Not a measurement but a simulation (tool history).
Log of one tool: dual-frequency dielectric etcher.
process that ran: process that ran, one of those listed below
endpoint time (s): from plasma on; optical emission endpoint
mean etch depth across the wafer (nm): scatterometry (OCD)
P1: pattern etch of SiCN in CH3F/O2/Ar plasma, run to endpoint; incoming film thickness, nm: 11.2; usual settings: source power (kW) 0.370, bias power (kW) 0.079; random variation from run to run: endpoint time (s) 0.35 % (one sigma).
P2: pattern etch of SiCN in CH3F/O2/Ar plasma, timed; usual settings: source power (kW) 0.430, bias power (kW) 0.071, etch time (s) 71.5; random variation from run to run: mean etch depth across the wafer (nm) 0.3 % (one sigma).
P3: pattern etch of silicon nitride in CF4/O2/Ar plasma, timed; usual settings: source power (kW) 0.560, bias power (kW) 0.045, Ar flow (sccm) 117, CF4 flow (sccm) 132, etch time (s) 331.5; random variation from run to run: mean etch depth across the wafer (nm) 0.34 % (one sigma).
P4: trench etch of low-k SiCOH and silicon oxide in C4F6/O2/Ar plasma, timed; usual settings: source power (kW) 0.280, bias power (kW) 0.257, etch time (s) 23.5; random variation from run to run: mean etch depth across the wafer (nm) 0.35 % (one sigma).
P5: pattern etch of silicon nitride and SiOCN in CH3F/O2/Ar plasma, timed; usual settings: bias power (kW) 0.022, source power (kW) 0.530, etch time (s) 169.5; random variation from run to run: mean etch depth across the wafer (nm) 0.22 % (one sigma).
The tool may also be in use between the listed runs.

run   hour  process that ran  source power (kW)  bias power (kW)  Ar flow (sccm)  CF4 flow (sccm)  etch time (s)  hours since the last wet clean  hours since the last source power generator calibration  hours since the last bias power generator calibration  endpoint time (s)  mean etch depth across the wafer (nm)
  1   15.2                P1              0.370            0.079                                                                           270.6                                                    471.2                                                 2850.0             30.057
  2   28.0                P1              0.370            0.103                                                                           283.4                                                    484.0                                                 2862.8             27.277
  3   41.9                P3              0.370            0.045             117              132          331.5                           297.3                                                    497.9                                                 2876.7                                                   471.400
  4   55.8                P3              0.560            0.045             117              132          490.5                           311.2                                                    511.8                                                 2890.6                                                  1001.000
  5   70.0                P3              0.560            0.045             117              132          331.5                           325.4                                                    526.0                                                 2904.8                                                   680.230
  6   78.2                P5              0.530            0.022                                           169.5                           333.6                                                    534.2                                                 2913.0                                                    24.992
  7   87.9                P4              0.330            0.257                                            23.5                           343.3                                                    543.9                                                 2922.7                                                    73.544
      98.7  -- wet clean of the chamber
  8  100.5                P3              0.560            0.045             162              132          331.5                             1.8                                                    556.5                                                 2935.3                                                   649.290
  9  115.2                P5              0.530            0.031                                           169.5                            16.5                                                    571.2                                                 2950.0                                                    29.023
 10  127.5                P3              0.560            0.045             117              177          331.5                            28.8                                                    583.5                                                 2962.3                                                   706.050
 11  136.0                P2              0.430            0.071                                            71.5                            37.3                                                    592.0                                                 2970.8                                                    27.145
 12  146.5                P1              0.370            0.079                                                                            47.8                                                    602.5                                                 2981.3             30.033
 13  156.3                P1              0.370            0.079                                                                            57.6                                                    612.3                                                 2991.1             30.106
 14  164.7                P1              0.230            0.079                                                                            66.0                                                    620.7                                                 2999.5             35.720
 15  179.6                P5              0.720            0.022                                           169.5                            80.9                                                    635.6                                                 3014.4                                                    27.816
 16  192.7                P3              0.560            0.045             117              132          331.5                            94.0                                                    648.7                                                 3027.5                                                   675.480
 17  199.8                P2              0.430            0.071                                            51.0                           101.1                                                    655.8                                                 3034.6                                                    19.454
 18  211.4                P1              0.460            0.079                                                                           112.7                                                    667.4                                                 3046.2             27.479
 19  225.2                P1              0.370            0.058                                                                           126.5                                                    681.2                                                 3060.0             33.606
 20  236.9                P2              0.430            0.099                                            71.5                           138.2                                                    692.9                                                 3071.7                                                    30.599
 21  245.0                P3              0.560            0.037             117              132          331.5                           146.3                                                    701.0                                                 3079.8                                                   633.010
 22  253.0                P4              0.280            0.257                                            23.5                           154.3                                                    709.0                                                 3087.8                                                    69.542
 23  266.7                P4              0.280            0.312                                            23.5                           168.0                                                    722.7                                                 3101.5                                                    74.163
 24  275.6                P5              0.530            0.022                                           219.0                           176.9                                                    731.6                                                 3110.4                                                    32.267
 25  288.5                P4              0.280            0.257                                            31.5                           189.8                                                    744.5                                                 3123.3                                                    92.862
 26  298.6                P1              0.490            0.093                                                                           199.9                                                    754.6                                                 3133.4             25.569
 27  306.1                P5              0.530            0.022                                           169.5                           207.4                                                    762.1                                                 3140.9                                                    24.933
     317.0  -- bias power generator calibrated
 28  321.7                P1              0.370            0.079                                                                           223.0                                                    777.7                                                    4.7             30.097
 29  334.4                P2              0.260            0.071                                            71.5                           235.7                                                    790.4                                                   17.4                                                    22.546
 30  342.9                P1              0.370            0.079                                                                           244.2                                                    798.9                                                   25.9             30.220
 31  356.4                P1              0.370            0.079                                                                           257.7                                                    812.4                                                   39.4             30.323
 32  364.5                P1              0.370            0.079                                                                           265.8                                                    820.5                                                   47.5             30.267
 33  378.2                P1              0.370            0.079                                                                           279.5                                                    834.2                                                   61.2             30.533
     383.0  -- wet clean of the chamber
 34  386.3                P1              0.370            0.079                                                                             3.3                                                    842.3                                                   69.3             30.543
 35  394.4                P1              0.370            0.079                                                                            11.4                                                    850.4                                                   77.4             30.594
 36  409.2                P1              0.370            0.079                                                                            26.2                                                    865.2                                                   92.2             30.803
 37  418.0                P1              0.370            0.079                                                                            35.0                                                    874.0                                                  101.0             30.526
 38  431.7                P1              0.370            0.079                                                                            48.7                                                    887.7                                                  114.7             30.598

What P1 gives has crept away from where it was. These 2 causes fit the log equally well, each at the size given:
A: source power that arrives under what is set, % = 4.59
B: bias power that arrives under what is set, % = 4.74
The creep began at about hour 356.4.
Why every other cause is out:
chamber walls in a state that lowers the etch rate, %: serviced at hour 383.0, which brought nothing back

4 check runs are offered, one wafer each, their results left as question marks. Which one tells the causes apart?
check 1  445.4                P3              0.560            0.045             117              132          331.5                                                                                                                                                                                                         ?
check 2  445.4                P2              0.430            0.071                                            71.5                                                                                                                                                                                                         ?
check 3  445.4                P5              0.530            0.022                                           169.5                                                                                                                                                                                                         ?
check 4  445.4                P4              0.280            0.257                                            23.5                                                                                                                                                                                                         ?

What each check would give under each cause:
  check                                 result     if A     if B
check 1  mean etch depth across the wafer (nm)  651.730  667.530
check 2  mean etch depth across the wafer (nm)   26.757   26.778
check 3  mean etch depth across the wafer (nm)   24.595   24.482
check 4  mean etch depth across the wafer (nm)   68.162   68.231
How far apart the two closest causes lie, in the result that separates them most: check 1 2.39 %; check 2 0.08 %; check 3 0.46 %; check 4 0.1 %
Check 1 tells the causes apart: in the others they would give nearly the same result.

Then check 1 was run and gave: mean etch depth across the wafer (nm) 668.570. Which cause is it?

It is B: bias power that arrives under what is set, %.
